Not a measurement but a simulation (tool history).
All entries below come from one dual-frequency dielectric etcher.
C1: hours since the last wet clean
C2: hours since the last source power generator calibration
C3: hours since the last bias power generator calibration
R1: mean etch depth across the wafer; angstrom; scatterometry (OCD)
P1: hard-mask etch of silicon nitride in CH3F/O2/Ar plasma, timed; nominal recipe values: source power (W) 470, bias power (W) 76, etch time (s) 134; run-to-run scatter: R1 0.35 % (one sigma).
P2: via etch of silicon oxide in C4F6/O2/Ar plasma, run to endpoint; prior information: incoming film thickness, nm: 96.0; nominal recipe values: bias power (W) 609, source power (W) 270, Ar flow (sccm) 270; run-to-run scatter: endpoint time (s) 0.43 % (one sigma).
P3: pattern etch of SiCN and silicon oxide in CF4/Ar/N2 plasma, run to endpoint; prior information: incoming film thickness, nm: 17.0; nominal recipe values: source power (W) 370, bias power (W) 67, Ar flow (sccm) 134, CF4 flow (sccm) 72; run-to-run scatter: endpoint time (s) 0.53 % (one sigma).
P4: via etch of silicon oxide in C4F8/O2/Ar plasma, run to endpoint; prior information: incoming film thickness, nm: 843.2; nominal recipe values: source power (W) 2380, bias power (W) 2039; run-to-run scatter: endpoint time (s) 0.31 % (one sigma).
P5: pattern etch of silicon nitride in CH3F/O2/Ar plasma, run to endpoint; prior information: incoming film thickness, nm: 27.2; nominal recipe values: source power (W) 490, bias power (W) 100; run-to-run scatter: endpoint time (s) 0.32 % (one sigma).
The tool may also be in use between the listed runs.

{"run": 1, "hour": 11.3, "process that ran": "P1", "source power (W)": 470, "bias power (W)": 76, "etch time (s)": 134, "C1": 63.9, "C2": 280.1, "C3": 1674.5, "R1": 984.97}
{"run": 2, "hour": 21.7, "process that ran": "P2", "source power (W)": 270, "bias power (W)": 383, "Ar flow (sccm)": 270, "C1": 74.3, "C2": 290.5, "C3": 1684.9, "endpoint time (s)": 25.711}
{"run": 3, "hour": 33.3, "process that ran": "P3", "source power (W)": 260, "bias power (W)": 67, "Ar flow (sccm)": 134, "CF4 flow (sccm)": 72, "C1": 85.9, "C2": 302.1, "C3": 1696.5, "endpoint time (s)": 33.719}
{"run": 4, "hour": 39.3, "process that ran": "P2", "source power (W)": 270, "bias power (W)": 609, "Ar flow (sccm)": 270, "C1": 91.9, "C2": 308.1, "C3": 1702.5, "endpoint time (s)": 21.846}
{"run": 5, "hour": 49.8, "process that ran": "P5", "source power (W)": 490, "bias power (W)": 100, "C1": 102.4, "C2": 318.6, "C3": 1713, "endpoint time (s)": 32.129}
{"run": 6, "hour": 61.7, "process that ran": "P4", "source power (W)": 2380, "bias power (W)": 2039, "C1": 114.3, "C2": 330.5, "C3": 1724.9, "endpoint time (s)": 155.62}
{"run": 7, "hour": 74.0, "process that ran": "P5", "source power (W)": 490, "bias power (W)": 119, "C1": 126.6, "C2": 342.8, "C3": 1737.2, "endpoint time (s)": 30.169}
{"run": 8, "hour": 81.8, "process that ran": "P2", "source power (W)": 270, "bias power (W)": 609, "Ar flow (sccm)": 169, "C1": 134.4, "C2": 350.6, "C3": 1745, "endpoint time (s)": 20.564}
{"run": 9, "hour": 89.6, "process that ran": "P1", "source power (W)": 330, "bias power (W)": 76, "etch time (s)": 134, "C1": 142.2, "C2": 358.4, "C3": 1752.8, "R1": 857.43}
{"run": 10, "hour": 96.5, "process that ran": "P4", "source power (W)": 1910, "bias power (W)": 2039, "C1": 149.1, "C2": 365.3, "C3": 1759.7, "endpoint time (s)": 168.61}
{"run": 11, "hour": 105.1, "process that ran": "P1", "source power (W)": 470, "bias power (W)": 76, "etch time (s)": 134, "C1": 157.7, "C2": 373.9, "C3": 1768.3, "R1": 985}
{"run": 12, "hour": 110.6, "process that ran": "P1", "source power (W)": 470, "bias power (W)": 95, "etch time (s)": 134, "C1": 163.2, "C2": 379.4, "C3": 1773.8, "R1": 1057}
{"run": 13, "hour": 120.1, "process that ran": "P1", "source power (W)": 560, "bias power (W)": 76, "etch time (s)": 134, "C1": 172.7, "C2": 388.9, "C3": 1783.3, "R1": 1045.5}
{"run": 14, "hour": 127.3, "process that ran": "P1", "source power (W)": 470, "bias power (W)": 76, "etch time (s)": 181, "C1": 179.9, "C2": 396.1, "C3": 1790.5, "R1": 1323}
{"run": 15, "hour": 137.4, "process that ran": "P1", "source power (W)": 470, "bias power (W)": 52, "etch time (s)": 134, "C1": 190, "C2": 406.2, "C3": 1800.6, "R1": 860.15}
{"run": 16, "hour": 148.9, "process that ran": "P3", "source power (W)": 370, "bias power (W)": 42, "Ar flow (sccm)": 134, "CF4 flow (sccm)": 72, "C1": 201.5, "C2": 417.7, "C3": 1812.1, "endpoint time (s)": 28.945}
{"run": 17, "hour": 158.6, "process that ran": "P1", "source power (W)": 470, "bias power (W)": 76, "etch time (s)": 95.5, "C1": 211.2, "C2": 427.4, "C3": 1821.8, "R1": 696.73}
{"run": 18, "hour": 167.3, "process that ran": "P4", "source power (W)": 2380, "bias power (W)": 1666, "C1": 219.9, "C2": 436.1, "C3": 1830.5, "endpoint time (s)": 163.17}
{"run": 19, "hour": 173.9, "process that ran": "P1", "source power (W)": 470, "bias power (W)": 76, "etch time (s)": 134, "C1": 226.5, "C2": 442.7, "C3": 1837.1, "R1": 981.41}
{"run": 20, "hour": 184.4, "process that ran": "P4", "source power (W)": 2380, "bias power (W)": 2039, "C1": 237, "C2": 453.2, "C3": 1847.6, "endpoint time (s)": 154.91}
{"hour": 192.3, "done": "source power generator calibrated"}
{"run": 21, "hour": 194.9, "process that ran": "P5", "source power (W)": 600, "bias power (W)": 100, "C1": 247.5, "C2": 2.7, "C3": 1858.1, "endpoint time (s)": 29.952}
{"run": 22, "hour": 203.3, "process that ran": "P5", "source power (W)": 490, "bias power (W)": 100, "C1": 255.9, "C2": 11.1, "C3": 1866.5, "endpoint time (s)": 32.192}
{"run": 23, "hour": 209.3, "process that ran": "P3", "source power (W)": 370, "bias power (W)": 67, "Ar flow (sccm)": 134, "CF4 flow (sccm)": 72, "C1": 261.9, "C2": 17.1, "C3": 1872.5, "endpoint time (s)": 24.91}
{"run": 24, "hour": 217.0, "process that ran": "P3", "source power (W)": 370, "bias power (W)": 67, "Ar flow (sccm)": 134, "CF4 flow (sccm)": 93, "C1": 269.6, "C2": 24.8, "C3": 1880.2, "endpoint time (s)": 23.837}
{"run": 25, "hour": 224.1, "process that ran": "P2", "source power (W)": 270, "bias power (W)": 609, "Ar flow (sccm)": 270, "C1": 276.7, "C2": 31.9, "C3": 1887.3, "endpoint time (s)": 21.717}
{"run": 26, "hour": 233.6, "process that ran": "P1", "source power (W)": 470, "bias power (W)": 76, "etch time (s)": 134, "C1": 286.2, "C2": 41.4, "C3": 1896.8, "R1": 973.54}
{"run": 27, "hour": 239.9, "process that ran": "P2", "source power (W)": 360, "bias power (W)": 609, "Ar flow (sccm)": 270, "C1": 292.5, "C2": 47.7, "C3": 1903.1, "endpoint time (s)": 19.641}
{"run": 28, "hour": 249.6, "process that ran": "P3", "source power (W)": 370, "bias power (W)": 67, "Ar flow (sccm)": 77, "CF4 flow (sccm)": 72, "C1": 302.2, "C2": 57.4, "C3": 1912.8, "endpoint time (s)": 22.81}
{"run": 29, "hour": 255.4, "process that ran": "P1", "source power (W)": 330, "bias power (W)": 76, "etch time (s)": 174.5, "C1": 308, "C2": 63.2, "C3": 1918.6, "R1": 1112.6}
{"run": 30, "hour": 264.6, "process that ran": "P1", "source power (W)": 470, "bias power (W)": 76, "etch time (s)": 134, "C1": 317.2, "C2": 72.4, "C3": 1927.8, "R1": 980.51}
{"run": 31, "hour": 273.2, "process that ran": "P1", "source power (W)": 470, "bias power (W)": 76, "etch time (s)": 134, "C1": 325.8, "C2": 81, "C3": 1936.4, "R1": 974.21}
{"run": 32, "hour": 283.9, "process that ran": "P1", "source power (W)": 470, "bias power (W)": 76, "etch time (s)": 134, "C1": 336.5, "C2": 91.7, "C3": 1947.1, "R1": 973.87}
{"run": 33, "hour": 290.6, "process that ran": "P1", "source power (W)": 470, "bias power (W)": 76, "etch time (s)": 134, "C1": 343.2, "C2": 98.4, "C3": 1953.8, "R1": 964.97}
{"run": 34, "hour": 297.8, "process that ran": "P1", "source power (W)": 470, "bias power (W)": 76, "etch time (s)": 134, "C1": 350.4, "C2": 105.6, "C3": 1961, "R1": 963.36}
{"run": 35, "hour": 306.0, "process that ran": "P1", "source power (W)": 470, "bias power (W)": 76, "etch time (s)": 134, "C1": 358.6, "C2": 113.8, "C3": 1969.2, "R1": 965.05}
{"hour": 314.7, "done": "wet clean of the chamber"}
{"run": 36, "hour": 317.4, "process that ran": "P1", "source power (W)": 470, "bias power (W)": 76, "etch time (s)": 134, "C1": 2.7, "C2": 125.2, "C3": 1980.6, "R1": 964.9}
{"run": 37, "hour": 324.9, "process that ran": "P1", "source power (W)": 470, "bias power (W)": 76, "etch time (s)": 134, "C1": 10.2, "C2": 132.7, "C3": 1988.1, "R1": 955.86}
{"run": 38, "hour": 331.0, "process that ran": "P1", "source power (W)": 470, "bias power (W)": 76, "etch time (s)": 134, "C1": 16.3, "C2": 138.8, "C3": 1994.2, "R1": 962.95}
{"run": 39, "hour": 342.7, "process that ran": "P1", "source power (W)": 470, "bias power (W)": 76, "etch time (s)": 134, "C1": 28, "C2": 150.5, "C3": 2005.9, "R1": 961.07}
{"run": 40, "hour": 352.6, "process that ran": "P1", "source power (W)": 470, "bias power (W)": 76, "etch time (s)": 134, "C1": 37.9, "C2": 160.4, "C3": 2015.8, "R1": 965.08}

What P1 gives has crept away from where it was. These 2 causes fit the log equally well, each at the size given:
A: source power that arrives under what is set, % = 4.49
B: bias power that arrives under what is set, % = 4.98
Onset of the creep was near hour 264.6.
All other causes, with the reason each is excluded:
chamber walls in a state that lowers the etch rate, %: was serviced at hour 314.7, once the creep was under way, yet the earlier output never came back

Which of the 4 check runs listed below, each an average over 3 wafers with its results shown as question marks, gives clearly different results under the different listed causes?
{"run": "check 1", "hour": 362.5, "process that ran": "P2", "source power (W)": 270, "bias power (W)": 609, "Ar flow (sccm)": 270, "endpoint time (s)": "?"}
{"run": "check 2", "hour": 362.5, "process that ran": "P4", "source power (W)": 2380, "bias power (W)": 2039, "endpoint time (s)": "?"}
{"run": "check 3", "hour": 362.5, "process that ran": "P3", "source power (W)": 370, "bias power (W)": 67, "Ar flow (sccm)": 134, "CF4 flow (sccm)": 72, "endpoint time (s)": "?"}
{"run": "check 4", "hour": 362.5, "process that ran": "P5", "source power (W)": 490, "bias power (W)": 100, "endpoint time (s)": "?"}

Check results expected under each cause:
check=check_1 result=endpoint_time_(s) if_A=22.069 if_B=22.14
check=check_2 result=endpoint_time_(s) if_A=158.15 if_B=157.52
check=check_3 result=endpoint_time_(s) if_A=25.685 if_B=25.114
check=check_4 result=endpoint_time_(s) if_A=32.791 if_B=32.832
Separation of the two closest causes in each check, using whichever result separates them best: check 1 0.32 %; check 2 0.4 %; check 3 2.25 %; check 4 0.12 %
Check 3 tells the causes apart: in the others they would give nearly the same result.

With check 3 done, the readings were: endpoint time (s) 25.695. Identify which of the listed causes applies.

Of the candidate causes, it is A: source power that arrives under what is set, %.
